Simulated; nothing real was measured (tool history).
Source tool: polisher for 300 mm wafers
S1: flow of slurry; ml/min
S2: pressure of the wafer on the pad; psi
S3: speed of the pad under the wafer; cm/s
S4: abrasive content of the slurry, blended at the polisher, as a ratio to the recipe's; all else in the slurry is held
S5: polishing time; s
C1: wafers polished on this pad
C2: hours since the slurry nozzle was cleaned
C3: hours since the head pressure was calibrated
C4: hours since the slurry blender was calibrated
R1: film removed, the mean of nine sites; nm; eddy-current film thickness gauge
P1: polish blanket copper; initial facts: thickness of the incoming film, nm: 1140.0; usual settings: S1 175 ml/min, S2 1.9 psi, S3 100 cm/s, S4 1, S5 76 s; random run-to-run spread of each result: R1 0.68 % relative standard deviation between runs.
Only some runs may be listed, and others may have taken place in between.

run	hour	S1	S2	S3	S4	S5	C1	C2	C3	C4	R1
1	7.6	175	1.9	100	1	76	477	91.3	310.4	191.5	173.29
2	17.1	175	1.9	100	1	76	604	100.8	319.9	201	172.48
3	24	175	1.2	100	1	76	696	107.7	326.8	207.9	108.32
4	36	175	1.9	100	1.45	76	856	119.7	338.8	219.9	186.52
# hour 41.6: worn pad replaced by a new one
5	45.1	175	1.9	154	1	76	47	128.8	347.9	229	262.54
6	51.5	175	1.9	100	0.75	76	132	135.2	354.3	235.4	161.43
7	59.2	175	1.9	62	1	76	235	142.9	362	243.1	107.16
# hour 62.6: slurry blender recalibrated
8	69	175	1.9	100	1	35	366	152.7	371.8	6.5	78.266
9	75.9	105	1.9	100	0.65	76	458	159.6	378.7	13.4	141.13
10	84.4	175	1.9	100	1	98	571	168.1	387.2	21.9	221.29
11	92.8	175	2.9	100	1	76	683	176.5	395.6	30.3	262.13
12	104.8	105	1.9	100	1	76	844	188.5	407.6	42.3	157.03
13	111.2	255	1.9	100	1	76	929	194.9	414	48.7	181.88
# hour 117.2: slurry nozzle cleaned
14	121.3	175	1.9	100	1	76	1064	4.1	424.1	58.8	173.92
15	127.3	175	1.9	100	1	76	1144	10.1	430.1	64.8	171.11
16	138.7	175	1.9	100	1	76	1296	21.5	441.5	76.2	171.28
17	151	175	1.9	100	1	76	1460	33.8	453.8	88.5	165.53
18	157.4	175	1.9	100	1	76	1546	40.2	460.2	94.9	162.43
19	164.7	175	1.9	100	1	76	1643	47.5	467.5	102.2	162.1

Run 20 is up next; what results do you expect?
# hour 172.6: slurry blender recalibrated
20	172.8	175	1.9	100	1	76	1751	55.6	475.6	0.3	?

{"run 20": {"R1": 160.14}}
